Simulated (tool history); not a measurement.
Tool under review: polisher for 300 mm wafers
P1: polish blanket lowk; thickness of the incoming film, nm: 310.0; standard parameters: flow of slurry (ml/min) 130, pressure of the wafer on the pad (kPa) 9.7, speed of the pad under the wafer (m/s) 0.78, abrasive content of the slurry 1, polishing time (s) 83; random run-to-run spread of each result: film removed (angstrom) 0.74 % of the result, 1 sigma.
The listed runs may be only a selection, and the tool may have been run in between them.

run   hour  flow of slurry (ml/min)  pressure of the wafer on the pad (kPa)  speed of the pad under the wafer (m/s)  abrasive content of the slurry  polishing time (s)  wafers polished on this pad  hours since the slurry nozzle was cleaned  hours since the head pressure was calibrated  hours since the slurry blender was calibrated  hours since the conditioning disc was replaced  film removed (angstrom)
  1    3.7                      130                                     9.7                                    0.78                               1                  83                          102                                      177.4                                         380.3                                          104.9                                           111.8                   178.31
  2     11                      130                                    12.4                                    0.78                               1                 116                          155                                      184.7                                         387.6                                          112.2                                           119.1                   313.92
      13.7  -- head pressure recalibrated
  3   15.2                      130                                     9.7                                    0.78                             1.4                  83                          185                                      188.9                                           1.6                                          116.4                                           123.3                    202.9
  4   21.7                      130                                     9.7                                    0.78                             0.6                  83                          232                                      195.4                                           8.1                                          122.9                                           129.8                    135.3
  5   25.5                      130                                     9.7                                    0.78                               1                  83                          260                                      199.2                                          11.9                                          126.7                                           133.6                   176.92
  6   29.1                      130                                    12.4                                    0.78                               1                  83                          286                                      202.8                                          15.5                                          130.3                                           137.2                   225.71
  7   35.3                      130                                     9.7                                    0.78                               1                  59                          330                                        209                                          21.7                                          136.5                                           143.4                   125.92
  8   42.6                      130                                     9.7                                    1.14                               1                  83                          383                                      216.3                                            29                                          143.8                                           150.7                   238.83
  9   49.2                      130                                     4.8                                    0.78                               1                  83                          431                                      222.9                                          35.6                                          150.4                                           157.3                   87.635
 10     53                      130                                     9.7                                    0.78                               1                  83                          458                                      226.7                                          39.4                                          154.2                                           161.1                   174.87
 11   57.9                      130                                     9.7                                    0.78                               1                  83                          494                                      231.6                                          44.3                                          159.1                                             166                   177.03
 12     65                      130                                     9.7                                    0.36                               1                  83                          545                                      238.7                                          51.4                                          166.2                                           173.1                   95.201
 13   70.2                       80                                     9.7                                    0.78                               1                  83                          582                                      243.9                                          56.6                                          171.4                                           178.3                   156.81
      74.2  -- slurry blender recalibrated
 14   76.9                      130                                     9.7                                    0.78                               1                  83                          631                                      250.6                                          63.3                                            2.8                                             185                   175.98
 15   80.8                      130                                     9.7                                    0.78                               1                 123                          659                                      254.5                                          67.2                                            6.7                                           188.9                   259.53
 16   88.5                      205                                     9.7                                    0.78                               1                  83                          715                                      262.2                                          74.9                                           14.4                                           196.6                   192.18
 17   96.3                      130                                     9.7                                    0.78                               1                  83                          771                                        270                                          82.7                                           22.2                                           204.4                   176.02
 18  102.1                      130                                     9.7                                    0.78                               1                  83                          813                                      275.8                                          88.5                                             28                                           210.2                   176.36
 19  107.2                      130                                     9.7                                    0.78                               1                  83                          850                                      280.9                                          93.6                                           33.1                                           215.3                   178.39
 20  114.3                      130                                     9.7                                    0.78                               1                  83                          901                                        288                                         100.7                                           40.2                                           222.4                   169.67
 21  119.8                      130                                     9.7                                    0.78                               1                  83                          941                                      293.5                                         106.2                                           45.7                                           227.9                   165.74
 22  125.3                      130                                     9.7                                    0.78                               1                  83                          980                                        299                                         111.7                                           51.2                                           233.4                   163.58
     127.3  -- conditioning disc replaced and pad reconditioned
     129.5  -- worn pad replaced by a new one
 23  131.5                      130                                     9.7                                    0.78                               1                  83                           15                                      305.2                                         117.9                                           57.4                                             4.3                   161.17
 24    136                      130                                     9.7                                    0.78                               1                  83                           47                                      309.7                                         122.4                                           61.9                                             8.8                   160.66
 25  140.5                      130                                     9.7                                    0.78                               1                  83                           80                                      314.2                                         126.9                                           66.4                                            13.3                    163.3
 26  146.2                      130                                     9.7                                    0.78                               1                  83                          121                                      319.9                                         132.6                                           72.1                                              19                   160.62
 27  149.9                      130                                     9.7                                    0.78                               1                  83                          147                                      323.6                                         136.3                                           75.8                                            22.7                   157.66
 28    154                      130                                     9.7                                    0.78                               1                  83                          177                                      327.7                                         140.4                                           79.9                                            26.8                   162.12

Compared with where it was, what P1 gives has crept away. Each cause listed below fits the log as well as the rest, at the size given for it:
A: abrasive missing from the slurry, % = 19
B: head's pressure below its setpoint, % = 9.62
C: slurry flow missing at the pad, % = 34.4
The gradual shift began around hour 107.2.
The rest of the possible causes, and what rules out each one:
removal rate lost through wear of the pad, %: serviced at hour 129.5, after the drift had started, without restoring the earlier output
time polished since the conditioner stopped cutting, s: serviced at hour 127.3, after the drift had started, without restoring the earlier output

Consider the 4 check runs below, whose results appear as question marks and each of which averages 5 wafers. Which one distinguishes the causes, in that each cause would give it a clearly different result?
check 1  158.1                       85                                     9.7                                    0.78                               1                 113                                                                                                                                                                                                                                             ?
check 2  158.1                       80                                     9.7                                    0.78                             0.6                  83                                                                                                                                                                                                                                             ?
check 3  158.1                      130                                     9.7                                     1.1                               1                  83                                                                                                                                                                                                                                             ?
check 4  158.1                      175                                     9.7                                    0.42                               1                  83                                                                                                                                                                                                                                             ?

Check results expected under each cause:
  check                   result    if A    if B    if C
check 1  film removed (angstrom)  196.25  196.29  187.76
check 2  film removed (angstrom)  105.82  108.68  103.19
check 3  film removed (angstrom)   210.2  210.24  210.22
check 4  film removed (angstrom)  102.44  102.46  104.91
Per check, the gap between the least separated pair of causes, taken in the result that splits them most: check 1 0.02 %; check 2 2.51 %; check 3 0.01 %; check 4 0.02 %
Only check 2 tells the causes apart: in the others they would give nearly the same result.

After running check 2, the following was obtained: film removed (angstrom) 103.24. Which cause does this point to?

It is C: slurry flow missing at the pad, %.
